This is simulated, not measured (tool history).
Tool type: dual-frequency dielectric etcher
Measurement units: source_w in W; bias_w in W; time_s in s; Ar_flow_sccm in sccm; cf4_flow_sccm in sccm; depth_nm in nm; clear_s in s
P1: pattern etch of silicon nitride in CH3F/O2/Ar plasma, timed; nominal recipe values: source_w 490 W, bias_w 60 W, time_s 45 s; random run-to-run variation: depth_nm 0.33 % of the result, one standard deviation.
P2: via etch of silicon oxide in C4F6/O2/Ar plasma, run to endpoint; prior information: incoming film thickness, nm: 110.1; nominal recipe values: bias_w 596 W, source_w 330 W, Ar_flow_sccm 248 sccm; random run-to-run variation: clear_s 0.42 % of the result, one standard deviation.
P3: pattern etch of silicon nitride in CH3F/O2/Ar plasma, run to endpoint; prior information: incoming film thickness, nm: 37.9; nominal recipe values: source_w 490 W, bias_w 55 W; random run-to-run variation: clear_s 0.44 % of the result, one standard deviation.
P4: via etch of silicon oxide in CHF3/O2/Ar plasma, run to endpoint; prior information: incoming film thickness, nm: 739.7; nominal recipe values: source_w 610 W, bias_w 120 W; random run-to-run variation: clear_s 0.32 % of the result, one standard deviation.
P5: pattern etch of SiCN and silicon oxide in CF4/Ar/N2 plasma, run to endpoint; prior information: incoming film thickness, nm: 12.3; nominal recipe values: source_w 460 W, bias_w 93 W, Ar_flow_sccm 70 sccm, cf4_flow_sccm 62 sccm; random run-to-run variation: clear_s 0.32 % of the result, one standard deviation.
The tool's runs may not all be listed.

run   hour  process  source_w  bias_w  time_s  Ar_flow_sccm  cf4_flow_sccm  depth_nm  clear_s
  1    8.2       P1       490      60      45                                 31.318
  2   15.1       P3       490      55                                                  54.509
  3   27.9       P1       490      60      55                                 38.178
  4   38.6       P1       490      60      45                                 31.248
  5   50.1       P5       290      93                    70             62             18.588
  6   60.7       P1       490      40      45                                 27.743
  7   71.6       P3       670      55                                                  47.761
  8   82.7       P1       370      60      45                                 28.004
  9   90.8       P5       460      56                    70             62             14.714
 10  101.3       P3       490      73                                                  49.861
 11  109.4       P2       330     596                   248                            24.166
 12  116.3       P2       200     596                   248                            28.813
 13  129.0       P1       650      42      45                                 31.502
 14  140.3       P1       300      60      33                                 19.006
 15  149.5       P2       330     596                   296                            24.433
 16  159.0       P1       490      79      45                                 34.190
 17  170.3       P4       780     120                                                 387.580
 18  177.6       P4       610     120                                                 425.570
 19  189.1       P4       610     120                                                 430.580
 20  202.7       P4       610     164                                                 385.220
 21  209.9       P1       490      60      45                                 31.280
 22  221.9       P5       460      93                    70             82             12.049
 23  232.9       P5       460      93                    70             62             12.451

What will run 24 give?
 24  241.1       P1       490      60      45                                      ?

{"run 24": {"depth_nm": 31.211}}
